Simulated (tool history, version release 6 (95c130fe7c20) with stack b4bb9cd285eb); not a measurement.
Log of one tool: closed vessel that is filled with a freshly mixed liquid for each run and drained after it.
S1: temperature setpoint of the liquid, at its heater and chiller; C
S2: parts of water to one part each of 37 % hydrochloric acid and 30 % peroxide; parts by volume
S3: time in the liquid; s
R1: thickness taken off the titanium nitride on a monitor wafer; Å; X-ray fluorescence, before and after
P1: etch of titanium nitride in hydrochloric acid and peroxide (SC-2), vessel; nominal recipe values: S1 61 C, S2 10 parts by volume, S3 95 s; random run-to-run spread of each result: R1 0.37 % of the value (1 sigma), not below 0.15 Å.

run	hour	S1	S2	S3	R1
1	13.7	61	10	95	59.419
2	24.3	61	14.5	95	43.121
3	36	47	10	95	23.491
4	46.2	61	17	40	15.635
5	56	61	10	95	58.914
6	66.7	61	10	95	58.874
7	77.1	61	10	95	58.94
8	85	61	5.5	30	29.705
9	94.3	61	4	95	116.98
10	103.2	61	10	95	59.227
# hour 105.9: new drum of peroxide connected
# hour 115: thermometer replaced
11	115.2	68	10	155	147.76
12	124.7	61	10	95	59.169
13	133.1	72	10	95	114.4
14	144.7	61	10	30	18.534
15	159	61	10	140	86.829
16	170.9	61	10	95	59.126
17	180.4	61	10	95	60.749
18	194.2	61	10	95	62.355
19	209.6	61	10	95	62.717
20	218.3	61	10	95	63.87
21	233.2	61	10	95	63.512
22	247.4	61	10	95	64.028
23	254.4	61	10	95	64.211

Something has made what P1 gives creep away from where it was; the 2 causes below, each at its own stated size, fit the log equally well:
A: liquid hotter than its thermometer reads (K) = 1.32
B: chemicals flow above the setpoint (%) = 10.4
Creep in the process output first set in at about hour 170.9.
Other possible causes, and why each is ruled out:
peroxide weaker than its label (%): at its largest 8, which would move R1 by -7.4 %, too little to match the creep or of the wrong sign

Consider the 4 check runs below, whose results appear as question marks and each of which averages 3 wafers. Which one distinguishes the causes, in that each cause would give it a clearly different result?
check 1	261.4	67.5	6.5	95	?
check 2	261.4	72	10	30	?
check 3	261.4	66.5	10	95	?
check 4	261.4	55	4	95	?

How each check would come out, cause by cause:
check	result	if A	if B
check 1	R1	134.23	133.67
check 2	R1	39.114	39.306
check 3	R1	89.569	89.783
check 4	R1	87.829	86.08
Gap, in per cent, between the two causes that each check separates least, read from the result that separates them most: check 1 0.42 %; check 2 0.49 %; check 3 0.24 %; check 4 2.01 %
Check 4 tells the causes apart: in the others they would give nearly the same result.

Here is what check 4 returned: R1 87.836 Å. Which cause is it?

The correct cause is A, namely: liquid hotter than its thermometer reads (K).
